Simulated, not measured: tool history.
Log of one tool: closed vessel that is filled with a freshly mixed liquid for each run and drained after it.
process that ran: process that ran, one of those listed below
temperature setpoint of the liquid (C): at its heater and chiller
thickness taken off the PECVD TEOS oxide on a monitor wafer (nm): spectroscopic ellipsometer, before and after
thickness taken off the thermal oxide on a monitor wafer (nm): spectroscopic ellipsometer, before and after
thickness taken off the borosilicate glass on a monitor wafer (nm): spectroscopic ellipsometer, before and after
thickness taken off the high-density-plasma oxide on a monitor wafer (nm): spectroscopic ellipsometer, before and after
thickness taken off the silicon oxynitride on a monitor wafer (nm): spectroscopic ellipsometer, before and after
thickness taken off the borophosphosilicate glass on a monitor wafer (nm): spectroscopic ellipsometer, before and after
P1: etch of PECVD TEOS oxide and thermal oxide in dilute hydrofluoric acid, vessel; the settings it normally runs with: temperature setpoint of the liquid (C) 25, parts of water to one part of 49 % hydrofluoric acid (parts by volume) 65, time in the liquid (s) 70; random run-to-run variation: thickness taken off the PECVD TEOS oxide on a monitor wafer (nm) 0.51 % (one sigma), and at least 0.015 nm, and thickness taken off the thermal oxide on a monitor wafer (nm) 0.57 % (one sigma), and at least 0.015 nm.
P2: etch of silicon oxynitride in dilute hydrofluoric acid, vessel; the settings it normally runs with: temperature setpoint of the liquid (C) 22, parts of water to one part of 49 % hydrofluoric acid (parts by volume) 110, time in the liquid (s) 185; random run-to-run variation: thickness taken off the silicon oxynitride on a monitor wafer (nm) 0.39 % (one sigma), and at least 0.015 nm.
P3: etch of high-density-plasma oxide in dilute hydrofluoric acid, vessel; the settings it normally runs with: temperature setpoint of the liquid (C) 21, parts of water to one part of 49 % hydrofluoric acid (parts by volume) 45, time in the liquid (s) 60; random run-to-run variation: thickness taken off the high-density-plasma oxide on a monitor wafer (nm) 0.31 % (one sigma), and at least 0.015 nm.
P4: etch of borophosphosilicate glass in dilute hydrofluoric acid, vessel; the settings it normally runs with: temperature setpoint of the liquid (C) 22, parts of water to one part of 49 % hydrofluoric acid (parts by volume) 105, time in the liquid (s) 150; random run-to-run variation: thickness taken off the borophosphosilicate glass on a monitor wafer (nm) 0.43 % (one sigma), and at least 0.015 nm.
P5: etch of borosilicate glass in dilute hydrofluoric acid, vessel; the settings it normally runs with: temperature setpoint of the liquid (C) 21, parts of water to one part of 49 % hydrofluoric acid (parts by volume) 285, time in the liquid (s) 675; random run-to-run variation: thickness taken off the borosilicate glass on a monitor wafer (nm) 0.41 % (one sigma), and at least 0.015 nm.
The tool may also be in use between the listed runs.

run	hour	process that ran	temperature setpoint of the liquid (C)	parts of water to one part of 49 % hydrofluoric acid (parts by volume)	time in the liquid (s)	hours since the thermometer was replaced	hours since the hydrofluoric acid flow meter was replaced	thickness taken off the PECVD TEOS oxide on a monitor wafer (nm)	thickness taken off the thermal oxide on a monitor wafer (nm)	thickness taken off the borosilicate glass on a monitor wafer (nm)	thickness taken off the high-density-plasma oxide on a monitor wafer (nm)	thickness taken off the silicon oxynitride on a monitor wafer (nm)	thickness taken off the borophosphosilicate glass on a monitor wafer (nm)
1	9.4	P1	25	65	70	248.4	291.7	23.132	5.5332				
2	19.4	P5	21	285	675	258.4	301.7			56.915			
3	29.3	P3	21	45	60	268.3	311.6				8.6549		
4	34.4	P1	25	65	70	273.4	316.7	22.885	5.5327				
5	40	P1	25	65	70	279	322.3	22.968	5.4682				
6	48.1	P5	21	285	30	287.1	330.4			2.5397			
7	52.8	P3	21	45	110	291.8	335.1				15.796		
8	61.1	P1	30.5	65	70	300.1	343.4	28.643	6.8787				
9	67.2	P2	30	110	185	306.2	349.5					10.5	
10	77.7	P1	25	65	70	316.7	360	23.299	5.5566				
11	87.2	P1	25	65	30	326.2	369.5	9.8533	2.3375				
12	95.7	P2	22	110	185	334.7	378					7.2562	
# hour 99.6: hydrofluoric acid flow meter replaced
13	105	P1	25	65	105	344	5.4	34.434	8.1953				
14	112.4	P2	22	110	60	351.4	12.8					2.3551	
15	118.4	P3	21	45	60	357.4	18.8				8.5942		
16	126.9	P1	25	65	70	365.9	27.3	23.024	5.5251				
17	136.7	P1	25	30	40	375.7	37.1	29.93	7.1356				
18	142	P5	21	520	675	381	42.4			25.422			
19	152.4	P1	25	25	70	391.4	52.8	63.57	15.093				
20	161.2	P4	22	105	85	400.2	61.6						19.503
21	167.6	P3	21	65	60	406.6	68				5.8205		
22	178.3	P3	26	45	60	417.3	78.7				10.599		
23	189.1	P1	28.5	65	30	428.1	89.5	11.323	2.6913				
24	199.5	P2	22	195	185	438.5	99.9					3.8232	
25	207.2	P1	17.5	65	70	446.2	107.6	16.744	4.056				
26	213.5	P2	22	110	185	452.5	113.9					7.2973	
27	222.5	P5	21	285	675	461.5	122.9			57.096			
28	232.9	P4	22	105	150	471.9	133.3						34.758
29	238.6	P5	17	285	675	477.6	139			49.159			
30	245.4	P4	22	30	150	484.4	145.8						133.64
31	254.4	P1	25	90	70	493.4	154.8	16.225	3.8491				
32	262.2	P4	30	105	150	501.2	162.6						47.492
33	271.5	P1	25	65	70	510.5	171.9	22.899	5.5198				
34	280.7	P1	25	65	70	519.7	181.1	22.299	5.2778				
35	288.2	P1	25	65	70	527.2	188.6	21.846	5.2713				
36	297.6	P1	25	65	70	536.6	198	21.392	5.1378				
37	305.9	P1	25	65	70	544.9	206.3	21.242	5.1324				
38	315.9	P1	25	65	70	554.9	216.3	21.163	5.0978				
39	326.1	P1	25	65	70	565.1	226.5	21.115	5.0873				
40	336.4	P1	25	65	70	575.4	236.8	21.056	5.0095				
41	347.2	P1	25	65	70	586.2	247.6	20.929	5.001				

What P1 gives has crept off from where it sat before. The 2 causes that follow fit the log equally well, each at the size noted:
A: hydrofluoric acid flow below the setpoint (%) = 8.11
B: liquid colder than its thermometer reads (K) = 2.27
At approximately hour 271.5, the process output began to creep.

Listed below are the offered check runs, one wafer per run, with question marks in place of results. For which of them would the causes give clearly different outcomes?
check 1	358	P4	22	45	150								?
check 2	358	P2	29.5	110	120							?	
check 3	358	P5	17	490	675					?			
check 4	358	P3	24	45	105						?		

Check results expected under each cause:
check	result	if A	if B
check 1	thickness taken off the borophosphosilicate glass on a monitor wafer (nm)	79.848	79.328
check 2	thickness taken off the silicon oxynitride on a monitor wafer (nm)	6.0515	6.0011
check 3	thickness taken off the borosilicate glass on a monitor wafer (nm)	21.696	22.486
check 4	thickness taken off the high-density-plasma oxide on a monitor wafer (nm)	15.604	15.529
Separation of the two closest causes in each check, using whichever result separates them best: check 1 0.65 %; check 2 0.84 %; check 3 3.58 %; check 4 0.48 %
The causes can be told apart only by check 3. The other checks would give nearly the same results under each of them.

Check 3 was carried out, with these results: thickness taken off the borosilicate glass on a monitor wafer (nm) 21.72. Which of the listed causes is responsible?

It is A: hydrofluoric acid flow below the setpoint (%).
